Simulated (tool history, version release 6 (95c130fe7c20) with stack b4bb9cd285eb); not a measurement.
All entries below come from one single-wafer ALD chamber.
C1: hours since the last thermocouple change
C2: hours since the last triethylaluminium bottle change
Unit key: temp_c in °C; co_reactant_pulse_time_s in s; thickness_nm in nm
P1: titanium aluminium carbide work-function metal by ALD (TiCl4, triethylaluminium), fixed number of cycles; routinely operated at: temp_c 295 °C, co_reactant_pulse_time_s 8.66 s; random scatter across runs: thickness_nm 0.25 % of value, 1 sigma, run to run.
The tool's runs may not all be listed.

Run 1, hour 9.5: temp_c 295 °C, co_reactant_pulse_time_s 8.66 s; C1 627.8; C2 1081.9. Result: thickness_nm 1.9431 nm.
Run 2, hour 18.1: temp_c 279 °C, co_reactant_pulse_time_s 11.79 s; C1 636.4; C2 1090.5. Result: thickness_nm 1.8765 nm.
Run 3, hour 26.2: temp_c 295 °C, co_reactant_pulse_time_s 8.66 s; C1 644.5; C2 1098.6. Result: thickness_nm 1.9485 nm.
Run 4, hour 32.3: temp_c 275 °C, co_reactant_pulse_time_s 8.66 s; C1 650.6; C2 1104.7. Result: thickness_nm 1.7811 nm.
Run 5, hour 37.3: temp_c 295 °C, co_reactant_pulse_time_s 8.66 s; C1 655.6; C2 1109.7. Result: thickness_nm 1.9511 nm.
Run 6, hour 43.4: temp_c 316 °C, co_reactant_pulse_time_s 8.66 s; C1 661.7; C2 1115.8. Result: thickness_nm 2.1331 nm.
Run 7, hour 49.1: temp_c 295 °C, co_reactant_pulse_time_s 12.35 s; C1 667.4; C2 1121.5. Result: thickness_nm 2.0275 nm.
Run 8, hour 55.1: temp_c 295 °C, co_reactant_pulse_time_s 3.33 s; C1 673.4; C2 1127.5. Result: thickness_nm 1.4017 nm.
Run 9, hour 60.9: temp_c 295 °C, co_reactant_pulse_time_s 8.66 s; C1 679.2; C2 1133.3. Result: thickness_nm 1.9563 nm.
Run 10, hour 67.0: temp_c 295 °C, co_reactant_pulse_time_s 8.66 s; C1 685.3; C2 1139.4. Result: thickness_nm 1.9559 nm.
Run 11, hour 73.4: temp_c 295 °C, co_reactant_pulse_time_s 8.66 s; C1 691.7; C2 1145.8. Result: thickness_nm 1.9520 nm.
Run 12, hour 82.1: temp_c 295 °C, co_reactant_pulse_time_s 8.66 s; C1 700.4; C2 1154.5. Result: thickness_nm 1.9319 nm.
Run 13, hour 89.9: temp_c 295 °C, co_reactant_pulse_time_s 8.66 s; C1 708.2; C2 1162.3. Result: thickness_nm 1.9216 nm.
Run 14, hour 96.1: temp_c 295 °C, co_reactant_pulse_time_s 8.66 s; C1 714.4; C2 1168.5. Result: thickness_nm 1.9277 nm.
Run 15, hour 105.1: temp_c 295 °C, co_reactant_pulse_time_s 8.66 s; C1 723.4; C2 1177.5. Result: thickness_nm 1.9255 nm.
Run 16, hour 110.8: temp_c 295 °C, co_reactant_pulse_time_s 8.66 s; C1 729.1; C2 1183.2. Result: thickness_nm 1.9102 nm.
Run 17, hour 116.4: temp_c 295 °C, co_reactant_pulse_time_s 8.66 s; C1 734.7; C2 1188.8. Result: thickness_nm 1.9096 nm.
Run 18, hour 124.6: temp_c 295 °C, co_reactant_pulse_time_s 8.66 s; C1 742.9; C2 1197.0. Result: thickness_nm 1.9164 nm.

What P1 gives has crept off from where it sat before. The 2 causes that follow fit the log equally well, each at the size noted:
A: wafer temperature below the value expected at the setpoint (K) = 4.43
B: triethylaluminium dose below that of a fresh bottle (%) = 10.5
At approximately hour 73.4, the process output began to creep.

Of the 4 check runs listed below, each run on one wafer and each result written as a question mark, which would let you distinguish the listed causes because they would give clearly different results?
Run check 1, hour 132.8: temp_c 315 °C, co_reactant_pulse_time_s 8.66 s. Result: thickness_nm ?.
Run check 2, hour 132.8: temp_c 295 °C, co_reactant_pulse_time_s 4.75 s. Result: thickness_nm ?.
Run check 3, hour 132.8: temp_c 307 °C, co_reactant_pulse_time_s 8.66 s. Result: thickness_nm ?.
Run check 4, hour 132.8: temp_c 312 °C, co_reactant_pulse_time_s 8.66 s. Result: thickness_nm ?.

Expected result of each check under each candidate cause:
  check        result    if A    if B
check 1  thickness_nm  2.0870  2.0842
check 2  thickness_nm  1.6236  1.5810
check 3  thickness_nm  2.0173  2.0156
check 4  thickness_nm  2.0608  2.0584
Per check, the gap between the least separated pair of causes, taken in the result that splits them most: check 1 0.14 %; check 2 2.66 %; check 3 0.08 %; check 4 0.12 %
Only in check 2 would the causes give clearly different results; in the remaining checks their results would be nearly the same.

Check 2 has now been run. It gave: thickness_nm 1.5804 nm. Which of the candidate causes is it?

It is B: triethylaluminium dose below that of a fresh bottle (%).
